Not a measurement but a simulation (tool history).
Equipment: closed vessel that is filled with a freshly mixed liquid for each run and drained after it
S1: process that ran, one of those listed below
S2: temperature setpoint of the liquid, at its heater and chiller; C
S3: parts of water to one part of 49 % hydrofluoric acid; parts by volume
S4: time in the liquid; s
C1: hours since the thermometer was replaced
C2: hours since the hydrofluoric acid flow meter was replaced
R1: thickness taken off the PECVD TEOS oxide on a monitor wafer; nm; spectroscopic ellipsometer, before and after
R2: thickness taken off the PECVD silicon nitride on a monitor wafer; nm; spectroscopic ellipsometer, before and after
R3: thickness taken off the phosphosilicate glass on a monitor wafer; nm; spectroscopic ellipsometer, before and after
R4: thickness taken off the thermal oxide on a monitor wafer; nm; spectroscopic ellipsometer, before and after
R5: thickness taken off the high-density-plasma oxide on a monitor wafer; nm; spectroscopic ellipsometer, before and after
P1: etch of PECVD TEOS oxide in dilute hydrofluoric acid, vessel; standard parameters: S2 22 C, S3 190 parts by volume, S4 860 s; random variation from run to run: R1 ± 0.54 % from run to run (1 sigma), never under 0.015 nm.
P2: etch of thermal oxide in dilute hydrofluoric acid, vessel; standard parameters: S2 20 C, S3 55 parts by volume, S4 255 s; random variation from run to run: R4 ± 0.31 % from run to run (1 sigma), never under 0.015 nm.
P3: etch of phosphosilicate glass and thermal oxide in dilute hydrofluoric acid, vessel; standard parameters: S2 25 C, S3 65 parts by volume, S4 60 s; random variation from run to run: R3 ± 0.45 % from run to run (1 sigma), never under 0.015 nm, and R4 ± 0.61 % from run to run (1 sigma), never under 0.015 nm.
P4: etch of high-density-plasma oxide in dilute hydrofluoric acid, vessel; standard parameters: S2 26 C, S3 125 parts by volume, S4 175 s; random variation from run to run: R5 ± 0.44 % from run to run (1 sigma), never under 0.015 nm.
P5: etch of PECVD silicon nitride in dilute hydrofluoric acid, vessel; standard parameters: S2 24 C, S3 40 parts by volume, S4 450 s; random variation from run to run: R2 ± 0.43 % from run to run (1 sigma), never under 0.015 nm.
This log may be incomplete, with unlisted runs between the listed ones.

run   hour  S1    S2   S3    S4     C1     C2      R1      R2      R3      R4      R5
  1   12.6  P1    22  190   860  379.4  676.1  51.904
  2     25  P1    26  190   860  391.8  688.5  60.298
  3   34.4  P1  18.5  190   355  401.2  697.9  18.494
  4     46  P5    31   40   450  412.8  709.5          30.109
  5     57  P1    22  190   860  423.8  720.5  52.083
  6   64.2  P3    25   65    30    431  727.7                  55.932  2.3279
  7   76.2  P1    22  260   860    443  739.7  35.484
  8   84.6  P3    25   65    60  451.4  748.1                  111.84  4.6703
  9   90.4  P1    22  190   160  457.2  753.9  9.6772
 10   98.3  P5    24   40   115  465.1  761.8          4.8375
 11  105.6  P4    26   30   175  472.4  769.1                                  35.127
 12  114.5  P3    25  110    60  481.3    778                  62.414  2.6209
 13  125.9  P1    22  190   860  492.7  789.4   51.83
 14    138  P4    20  125   175  504.8  801.5                                  5.8619
 15  145.2  P3    25   65    60    512  808.7                  112.59  4.7066
 16    151  P1    22  190   860  517.8  814.5  52.146
 17    161  P3  29.5   65    60  527.8  824.5                  134.57  5.5629
 18  167.2  P1    22  190  1355    534  830.7  82.166
 19  177.7  P4    26  125   175  544.5  841.2                                  7.3621
 20  190.7  P5    24   70   450  557.5  854.2           10.87
 21  197.7  P2    20   95   255  564.5  861.2                          11.345
 22  203.9  P1    17  190   860  570.7  867.4  42.491
 23  209.8  P4    26  125   270  576.6  873.3                                  11.457
 24  216.2  P2    20   55    30    583  879.7                          2.3796
 25  225.6  P5    24   40   450  592.4  889.1           19.01
 26  234.4  P1    22  100   860  601.2  897.9  108.59
 27  244.2  P2    20   55   255    611  907.7                          20.461
 28  251.3  P1    17  105   860  618.1  914.8  84.169
 29  263.5  P2    17   55   255  630.3    927                          18.069
 30  272.9  P1    22  190   860  639.7  936.4  52.003
 31  284.4  P1    22  190   860  651.2  947.9  50.871
 32  297.4  P1    22  190   860  664.2  960.9  49.402
 33  305.3  P1    22  190   860  672.1  968.8  49.398
 34  310.9  P1    22  190   860  677.7  974.4  49.507
 35  320.7  P1    22  190   860  687.5  984.2  49.311
 36  329.9  P1    22  190   860  696.7  993.4  49.042

What P1 gives has crept away from where it was. These 2 causes fit the log equally well, each at the size given:
A: hydrofluoric acid flow below the setpoint (%) = 4.37
B: liquid colder than its thermometer reads (K) = 1.4
The creep began at about hour 272.9.

Consider the 4 single-wafer check runs listed below, results given as question marks: which one distinguishes between the causes by giving clearly different results for each?
check 1  339.1  P2    20   90   30                       ?
check 2  339.1  P3    25  105   60                   ?   ?
check 3  339.1  P5  30.5   40  450               ?
check 4  339.1  P4    26   35  260                           ?

Outcome of each check run for each possible cause:
  check  result    if A    if B
check 1      R4  1.3457  1.3337
check 2      R3  62.742  62.464
check 2      R4    2.59  2.5785
check 3      R2  27.876  26.598
check 4      R5  42.467  42.011
How far apart the two closest causes lie, in the result that separates them most: check 1 0.89 %; check 2 0.44 %; check 3 4.69 %; check 4 1.08 %
Check 3 tells the causes apart: in the others they would give nearly the same result.

After running check 3, the following was obtained: R2 26.677 nm. Which cause does this point to?

B is the cause: liquid colder than its thermometer reads (K).

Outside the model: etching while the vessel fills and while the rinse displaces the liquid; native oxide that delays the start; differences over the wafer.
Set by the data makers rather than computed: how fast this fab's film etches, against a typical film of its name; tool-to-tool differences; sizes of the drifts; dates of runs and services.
